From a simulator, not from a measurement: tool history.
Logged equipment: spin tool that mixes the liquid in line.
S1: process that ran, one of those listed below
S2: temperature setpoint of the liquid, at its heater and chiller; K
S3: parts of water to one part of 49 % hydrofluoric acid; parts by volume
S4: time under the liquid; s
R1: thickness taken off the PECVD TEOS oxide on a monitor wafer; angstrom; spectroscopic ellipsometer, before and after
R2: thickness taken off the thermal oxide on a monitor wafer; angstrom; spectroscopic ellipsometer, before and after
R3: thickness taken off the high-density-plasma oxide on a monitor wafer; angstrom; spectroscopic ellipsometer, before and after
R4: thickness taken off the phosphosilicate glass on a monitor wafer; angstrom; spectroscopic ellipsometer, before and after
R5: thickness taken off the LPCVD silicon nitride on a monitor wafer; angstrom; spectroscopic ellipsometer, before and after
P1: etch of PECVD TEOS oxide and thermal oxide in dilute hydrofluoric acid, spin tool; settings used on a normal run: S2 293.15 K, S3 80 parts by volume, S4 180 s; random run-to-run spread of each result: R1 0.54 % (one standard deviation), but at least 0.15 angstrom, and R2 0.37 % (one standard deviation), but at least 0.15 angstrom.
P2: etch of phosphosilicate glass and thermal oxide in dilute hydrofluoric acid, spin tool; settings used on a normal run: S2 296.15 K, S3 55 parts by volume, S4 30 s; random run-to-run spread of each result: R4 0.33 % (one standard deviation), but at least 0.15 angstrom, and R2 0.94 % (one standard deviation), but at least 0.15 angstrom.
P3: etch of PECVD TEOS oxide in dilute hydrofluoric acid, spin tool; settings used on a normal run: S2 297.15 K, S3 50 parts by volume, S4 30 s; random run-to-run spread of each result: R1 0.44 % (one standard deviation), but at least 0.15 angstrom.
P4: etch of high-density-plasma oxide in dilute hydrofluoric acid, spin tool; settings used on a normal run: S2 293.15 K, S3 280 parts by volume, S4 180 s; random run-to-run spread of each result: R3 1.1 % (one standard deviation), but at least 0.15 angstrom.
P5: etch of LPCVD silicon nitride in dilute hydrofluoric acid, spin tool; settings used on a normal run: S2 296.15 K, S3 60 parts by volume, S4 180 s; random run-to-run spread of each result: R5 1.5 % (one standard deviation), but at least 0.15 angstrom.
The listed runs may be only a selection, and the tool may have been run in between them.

Run 1, hour 6.7: S1 P1, S2 293.15 K, S3 80 parts by volume, S4 180 s. Result: R1 379.18 angstrom, R2 94.094 angstrom.
Run 2, hour 11.8: S1 P4, S2 293.15 K, S3 110 parts by volume, S4 180 s. Result: R3 67.742 angstrom.
Run 3, hour 21.2: S1 P2, S2 303.15 K, S3 55 parts by volume, S4 30 s. Result: R2 32.977 angstrom, R4 1475.9 angstrom.
Run 4, hour 31.3: S1 P4, S2 293.15 K, S3 280 parts by volume, S4 180 s. Result: R3 22.703 angstrom.
Run 5, hour 38.7: S1 P5, S2 296.15 K, S3 60 parts by volume, S4 290 s. Result: R5 22.532 angstrom.
Run 6, hour 48.5: S1 P1, S2 298.65 K, S3 80 parts by volume, S4 180 s. Result: R1 477.99 angstrom, R2 116.84 angstrom.
Run 7, hour 58.2: S1 P2, S2 296.15 K, S3 55 parts by volume, S4 30 s. Result: R2 25.334 angstrom, R4 1112.3 angstrom.
Run 8, hour 63.2: S1 P1, S2 293.15 K, S3 80 parts by volume, S4 180 s. Result: R1 379.87 angstrom, R2 93.92 angstrom.
Run 9, hour 69.4: S1 P5, S2 296.15 K, S3 90 parts by volume, S4 180 s. Result: R5 9.8032 angstrom.
Run 10, hour 78: S1 P3, S2 297.15 K, S3 50 parts by volume, S4 55 s. Result: R1 122 angstrom.
Run 11, hour 86.4: S1 P2, S2 296.15 K, S3 95 parts by volume, S4 30 s. Result: R2 13.746 angstrom, R4 613.77 angstrom.
Run 12, hour 93.5: S1 P1, S2 293.15 K, S3 35 parts by volume, S4 180 s. Result: R1 917.7 angstrom, R2 224.66 angstrom.
Run 13, hour 103.9: S1 P1, S2 293.15 K, S3 80 parts by volume, S4 180 s. Result: R1 382.44 angstrom, R2 94.586 angstrom.
Run 14, hour 114.4: S1 P1, S2 293.15 K, S3 80 parts by volume, S4 180 s. Result: R1 380.61 angstrom, R2 93.844 angstrom.
Run 15, hour 119.5: S1 P1, S2 290.15 K, S3 135 parts by volume, S4 180 s. Result: R1 187.45 angstrom, R2 46.383 angstrom.
Run 16, hour 128.6: S1 P2, S2 296.15 K, S3 55 parts by volume, S4 30 s. Result: R2 25.169 angstrom, R4 1117.7 angstrom.
Run 17, hour 137.1: S1 P3, S2 297.15 K, S3 50 parts by volume, S4 30 s. Result: R1 66.291 angstrom.
Run 18, hour 143.6: S1 P3, S2 297.15 K, S3 70 parts by volume, S4 30 s. Result: R1 45.836 angstrom.
Run 19, hour 151.9: S1 P5, S2 296.15 K, S3 60 parts by volume, S4 180 s. Result: R5 13.65 angstrom.
Run 20, hour 159.2: S1 P1, S2 293.15 K, S3 80 parts by volume, S4 270 s. Result: R1 570.72 angstrom, R2 139.73 angstrom.
Run 21, hour 170.1: S1 P1, S2 293.15 K, S3 80 parts by volume, S4 180 s. Result: R1 379.11 angstrom, R2 92.994 angstrom.
Run 22, hour 175.1: S1 P3, S2 297.15 K, S3 50 parts by volume, S4 30 s. Result: R1 66.261 angstrom.
Run 23, hour 182.2: S1 P3, S2 290.15 K, S3 50 parts by volume, S4 30 s. Result: R1 49.22 angstrom.
Run 24, hour 188.4: S1 P4, S2 293.15 K, S3 280 parts by volume, S4 65 s. Result: R3 8.1918 angstrom.
Run 25, hour 197.6: S1 P5, S2 301.65 K, S3 60 parts by volume, S4 180 s. Result: R5 20.32 angstrom.
Run 26, hour 205.4: S1 P5, S2 296.15 K, S3 60 parts by volume, S4 180 s. Result: R5 14.19 angstrom.
Run 27, hour 216: S1 P2, S2 296.15 K, S3 55 parts by volume, S4 15 s. Result: R2 12.77 angstrom, R4 558.88 angstrom.
Run 28, hour 225.3: S1 P1, S2 290.15 K, S3 80 parts by volume, S4 180 s. Result: R1 332.64 angstrom, R2 82.607 angstrom.
Run 29, hour 232.9: S1 P4, S2 290.15 K, S3 280 parts by volume, S4 180 s. Result: R3 20.584 angstrom.
Run 30, hour 241.8: S1 P1, S2 293.15 K, S3 115 parts by volume, S4 180 s. Result: R1 254.97 angstrom, R2 62.494 angstrom.
Run 31, hour 246.9: S1 P1, S2 293.15 K, S3 80 parts by volume, S4 85 s. Result: R1 180.04 angstrom, R2 44.232 angstrom.
Run 32, hour 255.3: S1 P1, S2 293.15 K, S3 80 parts by volume, S4 180 s. Result: R1 376.28 angstrom, R2 93.282 angstrom.
Run 33, hour 263: S1 P1, S2 293.15 K, S3 80 parts by volume, S4 180 s. Result: R1 399.2 angstrom, R2 97.2 angstrom.
Run 34, hour 268.2: S1 P1, S2 293.15 K, S3 80 parts by volume, S4 180 s. Result: R1 399.33 angstrom, R2 98.721 angstrom.
Run 35, hour 275.6: S1 P1, S2 293.15 K, S3 80 parts by volume, S4 180 s. Result: R1 407.7 angstrom, R2 100.49 angstrom.
Run 36, hour 285.9: S1 P1, S2 293.15 K, S3 80 parts by volume, S4 180 s. Result: R1 412.51 angstrom, R2 101.65 angstrom.
Run 37, hour 290.6: S1 P1, S2 293.15 K, S3 80 parts by volume, S4 180 s. Result: R1 416.48 angstrom, R2 102.47 angstrom.
Run 38, hour 296: S1 P1, S2 293.15 K, S3 80 parts by volume, S4 180 s. Result: R1 412.38 angstrom, R2 102.41 angstrom.
Run 39, hour 304.7: S1 P1, S2 293.15 K, S3 80 parts by volume, S4 180 s. Result: R1 416.68 angstrom, R2 102.89 angstrom.
Run 40, hour 311.1: S1 P1, S2 293.15 K, S3 80 parts by volume, S4 180 s. Result: R1 418.95 angstrom, R2 103.09 angstrom.
Run 41, hour 316.6: S1 P1, S2 293.15 K, S3 80 parts by volume, S4 180 s. Result: R1 420.32 angstrom, R2 102.97 angstrom.
Run 42, hour 323.9: S1 P1, S2 293.15 K, S3 80 parts by volume, S4 180 s. Result: R1 421.19 angstrom, R2 103.12 angstrom.

P1 has crept away from where it was. The log is fitted equally well by each of these 2 causes, at the sizes shown:
A: liquid hotter than its thermometer reads (K) = 2.38
B: hydrofluoric acid flow above the setpoint (%) = 9.39
The gradual shift began around hour 255.3.

Consider the 4 check runs below, whose results appear as question marks and each of which averages 5 wafers. Which one distinguishes the causes, in that each cause would give it a clearly different result?
Run check 1, hour 331.2: S1 P4, S2 290.15 K, S3 185 parts by volume, S4 180 s. Result: R3 ?.
Run check 2, hour 331.2: S1 P5, S2 296.15 K, S3 80 parts by volume, S4 180 s. Result: R5 ?.
Run check 3, hour 331.2: S1 P3, S2 290.15 K, S3 65 parts by volume, S4 30 s. Result: R1 ?.
Run check 4, hour 331.2: S1 P2, S2 296.15 K, S3 80 parts by volume, S4 30 s. Result: R2 ?, R4 ?.

Check results expected under each cause:
  check  result    if A    if B
check 1      R3   36.86  37.236
check 2      R5  12.526  11.681
check 3      R1  41.332  41.099
check 4      R2  18.334  18.386
check 4      R4  817.08  819.37
Per check, the gap between the least separated pair of causes, taken in the result that splits them most: check 1 1.01 %; check 2 6.98 %; check 3 0.56 %; check 4 0.28 %
The causes can be told apart only by check 2. The other checks would give nearly the same results under each of them.

With check 2 done, the readings were: R5 11.721 angstrom. Identify which of the listed causes applies.

It was cause B: hydrofluoric acid flow above the setpoint (%).

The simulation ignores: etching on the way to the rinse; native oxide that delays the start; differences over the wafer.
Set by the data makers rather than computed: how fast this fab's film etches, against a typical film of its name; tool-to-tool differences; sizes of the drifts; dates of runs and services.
